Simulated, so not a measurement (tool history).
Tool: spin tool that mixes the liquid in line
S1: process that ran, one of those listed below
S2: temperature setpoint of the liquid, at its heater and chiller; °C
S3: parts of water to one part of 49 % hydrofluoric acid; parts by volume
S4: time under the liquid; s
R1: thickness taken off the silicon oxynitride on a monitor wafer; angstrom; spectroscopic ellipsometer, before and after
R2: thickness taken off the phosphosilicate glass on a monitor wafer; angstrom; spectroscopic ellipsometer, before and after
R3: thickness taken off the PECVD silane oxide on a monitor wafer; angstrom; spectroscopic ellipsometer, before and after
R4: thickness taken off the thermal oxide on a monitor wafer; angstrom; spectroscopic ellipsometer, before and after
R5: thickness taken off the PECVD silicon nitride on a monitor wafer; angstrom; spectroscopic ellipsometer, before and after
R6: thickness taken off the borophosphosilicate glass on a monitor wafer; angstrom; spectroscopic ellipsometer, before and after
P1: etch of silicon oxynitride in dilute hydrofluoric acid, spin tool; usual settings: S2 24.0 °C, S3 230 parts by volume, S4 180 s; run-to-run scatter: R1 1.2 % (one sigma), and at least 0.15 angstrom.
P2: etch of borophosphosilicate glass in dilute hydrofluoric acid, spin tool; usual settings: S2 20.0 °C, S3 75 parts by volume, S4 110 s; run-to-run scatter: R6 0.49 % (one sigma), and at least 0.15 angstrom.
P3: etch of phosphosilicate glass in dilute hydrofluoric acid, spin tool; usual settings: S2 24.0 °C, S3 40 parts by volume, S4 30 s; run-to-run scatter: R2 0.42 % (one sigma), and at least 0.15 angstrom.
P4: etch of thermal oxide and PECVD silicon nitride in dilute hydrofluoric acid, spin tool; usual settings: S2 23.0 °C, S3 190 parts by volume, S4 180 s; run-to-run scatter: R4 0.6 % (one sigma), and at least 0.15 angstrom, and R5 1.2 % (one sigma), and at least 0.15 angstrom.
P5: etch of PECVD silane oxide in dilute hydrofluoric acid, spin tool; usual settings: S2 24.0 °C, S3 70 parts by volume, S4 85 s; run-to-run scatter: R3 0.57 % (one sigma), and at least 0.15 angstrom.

Run 1, hour 13.6: S1 P1, S2 24.0 °C, S3 230 parts by volume, S4 180 s. Result: R1 20.0740 angstrom.
Run 2, hour 25.1: S1 P1, S2 28.5 °C, S3 230 parts by volume, S4 180 s. Result: R1 24.2150 angstrom.
Run 3, hour 38.2: S1 P3, S2 24.0 °C, S3 40 parts by volume, S4 60 s. Result: R2 1192.40 angstrom.
Run 4, hour 49.0: S1 P3, S2 24.0 °C, S3 40 parts by volume, S4 30 s. Result: R2 592.87 angstrom.
Run 5, hour 59.4: S1 P5, S2 24.0 °C, S3 70 parts by volume, S4 85 s. Result: R3 324.70 angstrom.
Run 6, hour 71.4: S1 P4, S2 31.0 °C, S3 190 parts by volume, S4 180 s. Result: R4 51.020 angstrom, R5 34.4420 angstrom.
Run 7, hour 79.1: S1 P3, S2 17.0 °C, S3 40 parts by volume, S4 30 s. Result: R2 442.53 angstrom.
Run 8, hour 89.5: S1 P4, S2 23.0 °C, S3 190 parts by volume, S4 55 s. Result: R4 11.527 angstrom, R5 6.2975 angstrom.
Run 9, hour 97.4: S1 P5, S2 17.0 °C, S3 70 parts by volume, S4 85 s. Result: R3 239.30 angstrom.
Run 10, hour 104.7: S1 P1, S2 24.0 °C, S3 230 parts by volume, S4 280 s. Result: R1 30.2700 angstrom.
Run 11, hour 112.5: S1 P2, S2 20.0 °C, S3 75 parts by volume, S4 15 s. Result: R6 52.998 angstrom.
Run 12, hour 121.5: S1 P2, S2 28.0 °C, S3 75 parts by volume, S4 110 s. Result: R6 539.680 angstrom.
Run 13, hour 128.3: S1 P3, S2 24.0 °C, S3 75 parts by volume, S4 30 s. Result: R2 300.04 angstrom.
Run 14, hour 139.7: S1 P1, S2 28.5 °C, S3 155 parts by volume, S4 180 s. Result: R1 38.9010 angstrom.
Run 15, hour 152.4: S1 P4, S2 23.0 °C, S3 80 parts by volume, S4 180 s. Result: R4 103.020 angstrom, R5 50.0360 angstrom.
Run 16, hour 162.8: S1 P5, S2 24.0 °C, S3 125 parts by volume, S4 85 s. Result: R3 169.32 angstrom.
Run 17, hour 168.8: S1 P1, S2 24.0 °C, S3 230 parts by volume, S4 180 s. Result: R1 19.4060 angstrom.
Run 18, hour 178.3: S1 P2, S2 20.0 °C, S3 35 parts by volume, S4 110 s. Result: R6 878.410 angstrom.
Run 19, hour 184.4: S1 P1, S2 24.0 °C, S3 75 parts by volume, S4 180 s. Result: R1 69.1240 angstrom.
Run 20, hour 197.2: S1 P1, S2 18.0 °C, S3 230 parts by volume, S4 180 s. Result: R1 15.2640 angstrom.
Run 21, hour 208.5: S1 P1, S2 24.0 °C, S3 400 parts by volume, S4 180 s. Result: R1 10.1100 angstrom.
Run 22, hour 218.8: S1 P1, S2 24.0 °C, S3 230 parts by volume, S4 180 s. Result: R1 19.7910 angstrom.
Run 23, hour 227.0: S1 P4, S2 23.0 °C, S3 190 parts by volume, S4 180 s. Result: R4 37.984 angstrom, R5 20.7340 angstrom.
Run 24, hour 233.4: S1 P1, S2 24.0 °C, S3 230 parts by volume, S4 180 s. Result: R1 20.1700 angstrom.
Run 25, hour 241.5: S1 P1, S2 17.0 °C, S3 410 parts by volume, S4 180 s. Result: R1 7.3933 angstrom.
Run 26, hour 250.1: S1 P1, S2 24.0 °C, S3 230 parts by volume, S4 180 s. Result: R1 20.2310 angstrom.
At hour 254.6: thermometer replaced.
Run 27, hour 256.9: S1 P4, S2 23.0 °C, S3 190 parts by volume, S4 180 s. Result: R4 37.943 angstrom, R5 21.7340 angstrom.
Run 28, hour 269.0: S1 P1, S2 24.0 °C, S3 230 parts by volume, S4 180 s. Result: R1 20.1640 angstrom.
Run 29, hour 277.9: S1 P1, S2 24.0 °C, S3 150 parts by volume, S4 50 s. Result: R1 8.8489 angstrom.
Run 30, hour 290.0: S1 P2, S2 20.0 °C, S3 75 parts by volume, S4 110 s. Result: R6 390.800 angstrom.
Run 31, hour 296.0: S1 P1, S2 24.0 °C, S3 230 parts by volume, S4 70 s. Result: R1 7.7922 angstrom.

Forecast run 32:
Run 32, hour 303.8: S1 P5, S2 24.0 °C, S3 70 parts by volume, S4 150 s. Result: R3 ?.

Run 32 gave R3 562.41 angstrom.
